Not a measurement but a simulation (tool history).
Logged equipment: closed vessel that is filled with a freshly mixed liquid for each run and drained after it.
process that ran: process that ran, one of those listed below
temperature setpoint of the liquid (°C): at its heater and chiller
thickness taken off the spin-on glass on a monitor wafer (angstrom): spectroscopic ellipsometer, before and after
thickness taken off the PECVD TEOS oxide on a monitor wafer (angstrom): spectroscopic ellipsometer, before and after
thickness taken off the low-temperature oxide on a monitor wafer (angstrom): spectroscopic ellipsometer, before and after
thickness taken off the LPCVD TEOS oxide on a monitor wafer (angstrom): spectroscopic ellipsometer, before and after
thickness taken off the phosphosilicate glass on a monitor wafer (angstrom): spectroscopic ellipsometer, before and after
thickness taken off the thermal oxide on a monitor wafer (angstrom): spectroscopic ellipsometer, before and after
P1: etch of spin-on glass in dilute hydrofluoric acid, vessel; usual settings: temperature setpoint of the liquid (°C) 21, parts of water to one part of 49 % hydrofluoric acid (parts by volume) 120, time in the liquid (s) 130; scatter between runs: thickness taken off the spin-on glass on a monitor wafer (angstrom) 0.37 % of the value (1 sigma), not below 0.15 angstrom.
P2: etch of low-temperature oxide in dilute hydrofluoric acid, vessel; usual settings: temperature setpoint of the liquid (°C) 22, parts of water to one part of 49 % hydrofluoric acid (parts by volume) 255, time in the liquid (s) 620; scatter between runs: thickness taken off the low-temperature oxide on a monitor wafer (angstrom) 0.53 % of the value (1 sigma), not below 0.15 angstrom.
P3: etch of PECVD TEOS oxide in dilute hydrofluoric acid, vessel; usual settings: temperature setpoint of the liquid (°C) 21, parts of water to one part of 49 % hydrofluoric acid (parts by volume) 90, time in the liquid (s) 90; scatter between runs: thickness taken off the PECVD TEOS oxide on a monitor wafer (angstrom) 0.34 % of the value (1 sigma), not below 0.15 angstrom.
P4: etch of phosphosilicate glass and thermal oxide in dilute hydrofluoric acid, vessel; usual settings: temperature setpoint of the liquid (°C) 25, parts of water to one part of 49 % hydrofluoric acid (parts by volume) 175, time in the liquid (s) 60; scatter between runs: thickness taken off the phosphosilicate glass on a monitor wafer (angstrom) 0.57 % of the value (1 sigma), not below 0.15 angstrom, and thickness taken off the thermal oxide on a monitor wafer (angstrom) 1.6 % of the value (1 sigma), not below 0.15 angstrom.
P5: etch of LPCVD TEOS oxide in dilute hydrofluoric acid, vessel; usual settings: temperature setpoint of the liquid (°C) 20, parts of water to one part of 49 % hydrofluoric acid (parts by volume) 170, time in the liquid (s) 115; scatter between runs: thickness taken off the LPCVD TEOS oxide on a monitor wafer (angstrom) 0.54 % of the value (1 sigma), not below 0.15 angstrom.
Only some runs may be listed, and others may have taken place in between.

| run | hour | process that ran | temperature setpoint of the liquid (°C) | parts of water to one part of 49 % hydrofluoric acid (parts by volume) | time in the liquid (s) | thickness taken off the spin-on glass on a monitor wafer (angstrom) | thickness taken off the PECVD TEOS oxide on a monitor wafer (angstrom) | thickness taken off the low-temperature oxide on a monitor wafer (angstrom) | thickness taken off the LPCVD TEOS oxide on a monitor wafer (angstrom) | thickness taken off the phosphosilicate glass on a monitor wafer (angstrom) | thickness taken off the thermal oxide on a monitor wafer (angstrom) |
|---|---|---|---|---|---|---|---|---|---|---|---|
| 1 | 4.8 | P1 | 21 | 120 | 130 | 417.63 |  |  |  |  |  |
| 2 | 13.4 | P1 | 21 | 120 | 65 | 208.32 |  |  |  |  |  |
| 3 | 18.9 | P3 | 21 | 30 | 90 |  | 619.22 |  |  |  |  |
| 4 | 28 | P2 | 22 | 255 | 620 |  |  | 318.33 |  |  |  |
| 5 | 33.4 | P1 | 21 | 120 | 130 | 417.21 |  |  |  |  |  |
| 6 | 42.7 | P1 | 24.5 | 120 | 30 | 110.63 |  |  |  |  |  |
| 7 | 50.8 | P5 | 20 | 170 | 175 |  |  |  | 335.82 |  |  |
| 8 | 60 | P3 | 29.5 | 90 | 90 |  | 268.93 |  |  |  |  |
| 9 | 66.4 | P1 | 21 | 120 | 130 | 421.84 |  |  |  |  |  |
|  | 69 | thermometer replaced |
| 10 | 73.7 | P1 | 25.5 | 120 | 130 | 501.14 |  |  |  |  |  |
| 11 | 82.1 | P4 | 25 | 305 | 60 |  |  |  |  | 159.88 | 7.5582 |
| 12 | 89 | P1 | 21 | 185 | 130 | 252.09 |  |  |  |  |  |
| 13 | 93.2 | P1 | 21 | 120 | 130 | 417.73 |  |  |  |  |  |
| 14 | 100.3 | P1 | 21 | 25 | 130 | 2229.3 |  |  |  |  |  |
| 15 | 105.3 | P2 | 22 | 255 | 145 |  |  | 73.658 |  |  |  |
| 16 | 114 | P3 | 21 | 90 | 90 |  | 192.72 |  |  |  |  |
| 17 | 122.8 | P3 | 21 | 90 | 30 |  | 64.049 |  |  |  |  |
| 18 | 127.3 | P1 | 21 | 120 | 130 | 418.08 |  |  |  |  |  |
| 19 | 132.4 | P5 | 17 | 170 | 115 |  |  |  | 197.21 |  |  |
| 20 | 137.9 | P5 | 20 | 250 | 115 |  |  |  | 138.62 |  |  |
| 21 | 144.5 | P3 | 21 | 90 | 90 |  | 192.84 |  |  |  |  |
| 22 | 153.1 | P4 | 25 | 175 | 60 |  |  |  |  | 319.49 | 14.999 |
| 23 | 162.5 | P4 | 32.5 | 175 | 60 |  |  |  |  | 423.26 | 19.817 |
| 24 | 169 | P1 | 17 | 120 | 130 | 352.45 |  |  |  |  |  |
| 25 | 174.4 | P1 | 21 | 120 | 230 | 740.67 |  |  |  |  |  |
| 26 | 180.8 | P2 | 22 | 255 | 620 |  |  | 316.79 |  |  |  |
| 27 | 190.2 | P1 | 21 | 35 | 65 | 793.06 |  |  |  |  |  |
| 28 | 195.7 | P1 | 21 | 120 | 130 | 419.21 |  |  |  |  |  |
| 29 | 201.9 | P1 | 25.5 | 75 | 130 | 847.76 |  |  |  |  |  |
| 30 | 208 | P2 | 22 | 60 | 620 |  |  | 1664.7 |  |  |  |
| 31 | 213.3 | P2 | 17 | 255 | 620 |  |  | 261.26 |  |  |  |
| 32 | 217.8 | P4 | 25 | 175 | 115 |  |  |  |  | 614.84 | 29.7 |
| 33 | 226.9 | P5 | 20 | 170 | 115 |  |  |  | 220.82 |  |  |
| 34 | 232.2 | P1 | 21 | 120 | 130 | 414.85 |  |  |  |  |  |
| 35 | 237.1 | P1 | 21 | 120 | 130 | 436.48 |  |  |  |  |  |
| 36 | 243.4 | P1 | 21 | 120 | 130 | 443.24 |  |  |  |  |  |
| 37 | 247.5 | P1 | 21 | 120 | 130 | 450.41 |  |  |  |  |  |
| 38 | 255.8 | P1 | 21 | 120 | 130 | 453.86 |  |  |  |  |  |
| 39 | 263.5 | P1 | 21 | 120 | 130 | 455.7 |  |  |  |  |  |
| 40 | 267.8 | P1 | 21 | 120 | 130 | 456.99 |  |  |  |  |  |

Compared with where it was, what P1 gives has crept away. Each cause listed below fits the log as well as the rest, at the size given for it:
A: liquid hotter than its thermometer reads (K) = 2.21
B: hydrofluoric acid flow above the setpoint (%) = 8.07
The process output started creeping at around hour 232.2.

Below are 4 check runs, each averaged over 2 wafers, with their results shown as question marks. Which of them would give clearly different results depending on which cause is behind the drift?
| check 1 | 272.1 | P2 | 22 | 65 | 620 |  |  | ? |  |  |  |
| check 2 | 272.1 | P3 | 21 | 90 | 30 |  | ? |  |  |  |  |
| check 3 | 272.1 | P4 | 31 | 285 | 60 |  |  |  |  | ? | ? |
| check 4 | 272.1 | P5 | 17 | 170 | 165 |  |  |  | ? |  |  |

What every check run would give for each of its results, assuming each possible cause in turn:
| check | result | if A | if B |
|---|---|---|---|
| check 1 | thickness taken off the low-temperature oxide on a monitor wafer (angstrom) | 1675.3 | 1663.7 |
| check 2 | thickness taken off the PECVD TEOS oxide on a monitor wafer (angstrom) | 70.208 | 69.911 |
| check 3 | thickness taken off the phosphosilicate glass on a monitor wafer (angstrom) | 229.41 | 236.89 |
| check 3 | thickness taken off the thermal oxide on a monitor wafer (angstrom) | 10.831 | 11.184 |
| check 4 | thickness taken off the LPCVD TEOS oxide on a monitor wafer (angstrom) | 309.63 | 309.97 |
How far apart the two closest causes lie, in the result that separates them most: check 1 0.7 %; check 2 0.42 %; check 3 3.21 %; check 4 0.11 %
The other checks would show nearly matching results whichever cause is true, so check 3 is the only one that separates the causes.

Check 3 has now been run. It gave: thickness taken off the phosphosilicate glass on a monitor wafer (angstrom) 236.53; thickness taken off the thermal oxide on a monitor wafer (angstrom) 11.315. Which of the candidate causes is it?

The correct cause is B, namely: hydrofluoric acid flow above the setpoint (%).

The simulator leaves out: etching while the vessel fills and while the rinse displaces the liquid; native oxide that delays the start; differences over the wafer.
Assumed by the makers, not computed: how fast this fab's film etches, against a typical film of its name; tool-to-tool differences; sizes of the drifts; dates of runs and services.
